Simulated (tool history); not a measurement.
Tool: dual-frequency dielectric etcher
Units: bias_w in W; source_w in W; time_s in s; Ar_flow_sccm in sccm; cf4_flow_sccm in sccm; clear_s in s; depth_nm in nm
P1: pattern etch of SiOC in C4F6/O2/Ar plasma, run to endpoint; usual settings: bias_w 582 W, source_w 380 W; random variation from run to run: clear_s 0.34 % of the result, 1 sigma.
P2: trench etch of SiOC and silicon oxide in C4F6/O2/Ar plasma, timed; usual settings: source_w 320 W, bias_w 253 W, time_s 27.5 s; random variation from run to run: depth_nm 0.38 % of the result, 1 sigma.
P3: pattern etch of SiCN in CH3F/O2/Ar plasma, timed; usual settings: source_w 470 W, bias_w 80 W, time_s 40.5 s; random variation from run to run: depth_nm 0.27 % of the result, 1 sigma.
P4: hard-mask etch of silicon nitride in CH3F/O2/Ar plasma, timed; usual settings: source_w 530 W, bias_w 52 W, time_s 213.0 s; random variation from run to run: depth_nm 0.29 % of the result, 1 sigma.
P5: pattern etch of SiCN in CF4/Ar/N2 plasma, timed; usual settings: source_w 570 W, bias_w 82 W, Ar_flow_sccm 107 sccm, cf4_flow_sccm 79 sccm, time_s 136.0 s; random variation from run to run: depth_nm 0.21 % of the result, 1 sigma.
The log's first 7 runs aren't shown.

{"run": 8, "day": 3.862, "process": "P5", "bias_w": 82, "source_w": 570, "time_s": 136.0, "Ar_flow_sccm": 79, "cf4_flow_sccm": 79, "depth_nm": 160.82}
{"run": 9, "day": 4.154, "process": "P1", "bias_w": 582, "source_w": 460, "clear_s": 11.165}
{"run": 10, "day": 4.712, "process": "P4", "bias_w": 52, "source_w": 530, "time_s": 213.0, "depth_nm": 149.91}
{"run": 11, "day": 5.079, "process": "P5", "bias_w": 82, "source_w": 570, "time_s": 136.0, "Ar_flow_sccm": 107, "cf4_flow_sccm": 79, "depth_nm": 154.28}
{"run": 12, "day": 5.517, "process": "P3", "bias_w": 62, "source_w": 470, "time_s": 40.5, "depth_nm": 15.335}
{"run": 13, "day": 5.888, "process": "P5", "bias_w": 82, "source_w": 570, "time_s": 136.0, "Ar_flow_sccm": 107, "cf4_flow_sccm": 79, "depth_nm": 153.5}
{"run": 14, "day": 6.496, "process": "P5", "bias_w": 82, "source_w": 570, "time_s": 178.0, "Ar_flow_sccm": 107, "cf4_flow_sccm": 79, "depth_nm": 201.86}
{"run": 15, "day": 6.929, "process": "P3", "bias_w": 80, "source_w": 290, "time_s": 40.5, "depth_nm": 13.92}
{"run": 16, "day": 7.312, "process": "P2", "bias_w": 253, "source_w": 320, "time_s": 17.0, "depth_nm": 33.868}
{"run": 17, "day": 7.729, "process": "P3", "bias_w": 80, "source_w": 470, "time_s": 40.5, "depth_nm": 16.762}
{"run": 18, "day": 8.042, "process": "P2", "bias_w": 253, "source_w": 320, "time_s": 27.5, "depth_nm": 54.792}
{"run": 19, "day": 8.571, "process": "P1", "bias_w": 799, "source_w": 380, "clear_s": 10.496}
{"run": 20, "day": 9.075, "process": "P1", "bias_w": 582, "source_w": 380, "clear_s": 11.897}
{"run": 21, "day": 9.604, "process": "P1", "bias_w": 582, "source_w": 380, "clear_s": 11.947}
{"run": 22, "day": 9.933, "process": "P1", "bias_w": 582, "source_w": 380, "clear_s": 11.968}
{"run": 23, "day": 10.567, "process": "P1", "bias_w": 582, "source_w": 240, "clear_s": 14.034}
{"run": 24, "day": 11.179, "process": "P5", "bias_w": 82, "source_w": 570, "time_s": 136.0, "Ar_flow_sccm": 107, "cf4_flow_sccm": 97, "depth_nm": 158.89}
{"run": 25, "day": 11.492, "process": "P4", "bias_w": 52, "source_w": 330, "time_s": 213.0, "depth_nm": 125.15}
{"run": 26, "day": 11.938, "process": "P2", "bias_w": 253, "source_w": 240, "time_s": 27.5, "depth_nm": 49.253}

The next listed run, before its measurement:
{"day": 12.254, "done": "bias power generator calibrated"}
{"run": 27, "day": 12.533, "process": "P2", "bias_w": 253, "source_w": 320, "time_s": 27.5, "depth_nm": "?"}

{"run 27": {"depth_nm": 54.717}}
